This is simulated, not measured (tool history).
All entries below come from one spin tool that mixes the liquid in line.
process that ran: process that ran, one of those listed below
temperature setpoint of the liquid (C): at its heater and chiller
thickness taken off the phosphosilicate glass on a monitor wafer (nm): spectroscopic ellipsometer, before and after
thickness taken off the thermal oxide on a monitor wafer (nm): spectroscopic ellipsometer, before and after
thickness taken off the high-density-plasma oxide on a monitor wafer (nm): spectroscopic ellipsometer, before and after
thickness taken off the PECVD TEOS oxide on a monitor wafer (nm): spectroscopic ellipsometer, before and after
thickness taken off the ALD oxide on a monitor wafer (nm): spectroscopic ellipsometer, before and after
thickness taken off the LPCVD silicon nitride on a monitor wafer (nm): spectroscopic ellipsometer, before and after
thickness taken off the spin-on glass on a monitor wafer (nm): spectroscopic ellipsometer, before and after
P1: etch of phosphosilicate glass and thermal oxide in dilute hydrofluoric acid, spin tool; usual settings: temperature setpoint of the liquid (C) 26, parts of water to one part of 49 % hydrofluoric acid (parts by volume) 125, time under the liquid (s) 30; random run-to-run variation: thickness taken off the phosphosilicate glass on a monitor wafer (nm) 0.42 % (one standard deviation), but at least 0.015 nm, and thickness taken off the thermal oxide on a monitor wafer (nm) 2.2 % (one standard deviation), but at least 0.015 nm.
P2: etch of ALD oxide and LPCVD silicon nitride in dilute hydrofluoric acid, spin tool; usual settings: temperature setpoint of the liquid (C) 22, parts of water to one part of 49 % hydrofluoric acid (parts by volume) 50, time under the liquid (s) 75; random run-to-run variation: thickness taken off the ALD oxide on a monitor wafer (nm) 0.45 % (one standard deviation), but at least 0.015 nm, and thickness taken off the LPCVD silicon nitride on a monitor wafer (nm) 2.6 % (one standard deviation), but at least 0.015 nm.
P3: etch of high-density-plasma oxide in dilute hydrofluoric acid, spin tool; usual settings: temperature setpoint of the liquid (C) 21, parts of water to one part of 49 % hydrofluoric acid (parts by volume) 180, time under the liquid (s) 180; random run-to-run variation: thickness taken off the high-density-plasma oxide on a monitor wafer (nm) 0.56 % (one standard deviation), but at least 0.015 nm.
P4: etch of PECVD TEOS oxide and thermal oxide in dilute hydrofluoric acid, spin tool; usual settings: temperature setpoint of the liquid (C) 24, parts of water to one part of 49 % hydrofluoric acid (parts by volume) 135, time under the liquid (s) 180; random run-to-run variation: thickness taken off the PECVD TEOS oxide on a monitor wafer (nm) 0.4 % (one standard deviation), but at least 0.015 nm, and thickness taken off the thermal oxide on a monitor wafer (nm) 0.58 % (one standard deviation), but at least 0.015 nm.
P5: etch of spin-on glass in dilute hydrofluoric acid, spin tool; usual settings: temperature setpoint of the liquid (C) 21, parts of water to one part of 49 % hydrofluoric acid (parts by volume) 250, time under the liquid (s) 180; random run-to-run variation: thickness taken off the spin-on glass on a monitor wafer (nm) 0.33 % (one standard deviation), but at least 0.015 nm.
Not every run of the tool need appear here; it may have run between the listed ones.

| run | day | process that ran | temperature setpoint of the liquid (C) | parts of water to one part of 49 % hydrofluoric acid (parts by volume) | time under the liquid (s) | hours since the thermometer was replaced | hours since the hydrofluoric acid flow meter was replaced | thickness taken off the phosphosilicate glass on a monitor wafer (nm) | thickness taken off the thermal oxide on a monitor wafer (nm) | thickness taken off the high-density-plasma oxide on a monitor wafer (nm) | thickness taken off the PECVD TEOS oxide on a monitor wafer (nm) | thickness taken off the ALD oxide on a monitor wafer (nm) | thickness taken off the LPCVD silicon nitride on a monitor wafer (nm) | thickness taken off the spin-on glass on a monitor wafer (nm) |
|---|---|---|---|---|---|---|---|---|---|---|---|---|---|---|
| 1 | 0.279 | P1 | 26 | 125 | 30 | 559.8 | 445.9 | 30.636 | 1.0793 |  |  |  |  |  |
| 2 | 0.517 | P3 | 21 | 180 | 345 | 565.5 | 451.6 |  |  | 8.1936 |  |  |  |  |
| 3 | 0.646 | P1 | 26 | 125 | 30 | 568.6 | 454.7 | 30.654 | 1.12 |  |  |  |  |  |
| 4 | 0.804 | P3 | 21 | 180 | 180 | 572.4 | 458.5 |  |  | 4.3254 |  |  |  |  |
| 5 | 1.05 | P1 | 26 | 125 | 30 | 578.3 | 464.4 | 30.664 | 1.0823 |  |  |  |  |  |
| 6 | 1.333 | P4 | 24 | 135 | 15 | 585.1 | 471.2 |  | 0.52993 |  | 1.4395 |  |  |  |
| 7 | 1.488 | P3 | 29.5 | 180 | 180 | 588.8 | 474.9 |  |  | 5.8534 |  |  |  |  |
| 8 | 1.762 | P1 | 26 | 125 | 30 | 595.4 | 481.5 | 30.444 | 1.1483 |  |  |  |  |  |
| 9 | 1.917 | P4 | 24 | 135 | 180 | 599.1 | 485.2 |  | 6.4194 |  | 17.251 |  |  |  |
| 10 | 2.179 | P2 | 17 | 50 | 75 | 605.4 | 491.5 |  |  |  |  | 11.739 | 0.52107 |  |
| 11 | 2.317 | P2 | 22 | 50 | 75 | 608.7 | 494.8 |  |  |  |  | 14.499 | 0.76401 |  |
| 12 | 2.554 | P1 | 26 | 125 | 30 | 614.4 | 500.5 | 30.247 | 1.1283 |  |  |  |  |  |
| 13 | 2.808 | P1 | 20.5 | 125 | 30 | 620.5 | 506.6 | 24.534 | 0.8868 |  |  |  |  |  |
| 14 | 3.054 | P1 | 26 | 125 | 30 | 626.4 | 512.5 | 30.555 | 1.1192 |  |  |  |  |  |
| 15 | 3.346 | P3 | 21 | 180 | 180 | 633.4 | 519.5 |  |  | 4.2933 |  |  |  |  |
| 16 | 3.496 | P1 | 26 | 175 | 30 | 637 | 523.1 | 20.401 | 0.75207 |  |  |  |  |  |
| 17 | 3.629 | P3 | 21 | 300 | 180 | 640.2 | 526.3 |  |  | 2.3184 |  |  |  |  |
| 18 | 3.912 | P5 | 21 | 440 | 180 | 647 | 533.1 |  |  |  |  |  |  | 7.9482 |
| 19 | 4.196 | P2 | 22 | 50 | 75 | 653.8 | 539.9 |  |  |  |  | 14.357 | 0.74763 |  |
| 20 | 4.479 | P1 | 26 | 75 | 30 | 660.6 | 546.7 | 54.101 | 1.996 |  |  |  |  |  |
| 21 | 4.704 | P4 | 18 | 135 | 180 | 666 | 552.1 |  | 5.0531 |  | 13.65 |  |  |  |
| 22 | 4.908 | P2 | 22 | 50 | 110 | 670.9 | 557 |  |  |  |  | 21.153 | 1.0725 |  |
| 23 | 5.162 | P1 | 19.5 | 125 | 55 | 677 | 563.1 | 43.659 | 1.6018 |  |  |  |  |  |
| 24 | 5.392 | P1 | 26 | 125 | 30 | 682.5 | 568.6 | 30.619 | 1.077 |  |  |  |  |  |
| 25 | 5.592 | P2 | 22 | 20 | 75 | 687.3 | 573.4 |  |  |  |  | 37.564 | 1.8469 |  |
| 26 | 5.796 | P1 | 26 | 125 | 60 | 692.2 | 578.3 | 61.335 | 2.1748 |  |  |  |  |  |
| 27 | 6.058 | P5 | 21 | 250 | 180 | 698.5 | 584.6 |  |  |  |  |  |  | 16.459 |
| 28 | 6.254 | P4 | 24 | 135 | 180 | 703.2 | 589.3 |  | 6.3731 |  | 17.173 |  |  |  |

Run 29 comes next. What will it give?
| 29 | 6.392 | P4 | 24 | 225 | 180 | 706.5 | 592.6 |  | ? |  | ? |  |  |  |

thickness taken off the thermal oxide on a monitor wafer (nm): 3.5238
thickness taken off the PECVD TEOS oxide on a monitor wafer (nm): 9.2885
